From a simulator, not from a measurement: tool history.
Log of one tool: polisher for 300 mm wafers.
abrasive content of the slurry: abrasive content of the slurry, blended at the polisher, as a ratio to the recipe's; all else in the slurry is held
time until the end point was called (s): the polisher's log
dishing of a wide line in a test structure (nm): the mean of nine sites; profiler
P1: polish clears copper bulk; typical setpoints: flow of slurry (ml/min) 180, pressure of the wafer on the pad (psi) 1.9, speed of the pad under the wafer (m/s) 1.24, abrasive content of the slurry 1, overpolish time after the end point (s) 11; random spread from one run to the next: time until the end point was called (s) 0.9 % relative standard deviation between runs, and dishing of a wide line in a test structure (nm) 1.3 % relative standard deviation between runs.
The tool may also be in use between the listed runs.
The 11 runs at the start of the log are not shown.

| run | hour | flow of slurry (ml/min) | pressure of the wafer on the pad (psi) | speed of the pad under the wafer (m/s) | abrasive content of the slurry | overpolish time after the end point (s) | wafers polished on this pad | hours since the slurry nozzle was cleaned | hours since the head pressure was calibrated | hours since the slurry blender was calibrated | time until the end point was called (s) | dishing of a wide line in a test structure (nm) |
|---|---|---|---|---|---|---|---|---|---|---|---|---|
| 12 | 166.5 | 180 | 2.9 | 1.24 | 1 | 11 | 1643 | 53.6 | 490.4 | 359.6 | 46.053 | 89.245 |
| 13 | 182.8 | 180 | 1.9 | 1.24 | 1.35 | 11 | 1747 | 69.9 | 506.7 | 375.9 | 65.096 | 63.494 |
| 14 | 194.1 | 180 | 1.9 | 1.82 | 1 | 11 | 1820 | 81.2 | 518 | 387.2 | 47.49 | 82.866 |
| 15 | 206.8 | 180 | 1.9 | 1.24 | 1 | 11 | 1901 | 93.9 | 530.7 | 399.9 | 69.224 | 62.963 |
| 16 | 222.1 | 265 | 1.9 | 1.24 | 1 | 16 | 1999 | 109.2 | 546 | 415.2 | 67.347 | 81.71 |
| 17 | 232.5 | 180 | 1.2 | 1.24 | 1 | 6 | 2065 | 119.6 | 556.4 | 425.6 | 110.22 | 24.641 |
| 18 | 248.4 | 180 | 1.9 | 1.24 | 1 | 11 | 2167 | 135.5 | 572.3 | 441.5 | 69.926 | 63.11 |
| 19 | 261.7 | 180 | 1.9 | 1.24 | 1 | 3 | 2252 | 148.8 | 585.6 | 454.8 | 70.236 | 20.043 |
| 20 | 276 | 180 | 1.9 | 1.24 | 1 | 11 | 2344 | 163.1 | 599.9 | 469.1 | 71.132 | 63.173 |
| 21 | 284.9 | 180 | 1.9 | 1.24 | 1 | 11 | 2400 | 172 | 608.8 | 478 | 69.987 | 62.306 |
| 22 | 294 | 180 | 1.9 | 1.24 | 1 | 11 | 2459 | 181.1 | 617.9 | 487.1 | 71.968 | 60.882 |
| 23 | 305.2 | 180 | 1.9 | 1.24 | 1 | 11 | 2530 | 192.3 | 629.1 | 498.3 | 72.622 | 59.932 |
| 24 | 315.8 | 180 | 1.9 | 1.24 | 1 | 11 | 2598 | 202.9 | 639.7 | 508.9 | 73.636 | 60.622 |
| 25 | 327.8 | 180 | 1.9 | 1.24 | 1 | 11 | 2675 | 214.9 | 651.7 | 520.9 | 74.284 | 59.781 |
| 26 | 338.7 | 180 | 1.9 | 1.24 | 1 | 11 | 2745 | 225.8 | 662.6 | 531.8 | 73.445 | 58.147 |
|  | 338.9 | slurry blender recalibrated |
| 27 | 351.1 | 180 | 1.9 | 1.24 | 1 | 11 | 2824 | 238.2 | 675 | 12.3 | 75.434 | 60.26 |
|  | 360 | head pressure recalibrated |
| 28 | 363.9 | 180 | 1.9 | 1.24 | 1 | 11 | 2906 | 251 | 3.9 | 25.1 | 73.882 | 59.428 |
| 29 | 381.9 | 180 | 1.9 | 1.24 | 1 | 11 | 3021 | 269 | 21.9 | 43.1 | 73.94 | 58.736 |

What does the tool deliver on the next run?
| 30 | 395.1 | 180 | 1.9 | 1.24 | 1 | 11 | 3105 | 282.2 | 35.1 | 56.3 | ? | ? |

{"run 30": {"time until the end point was called (s)": 72.97, "dishing of a wide line in a test structure (nm)": 59.503}}
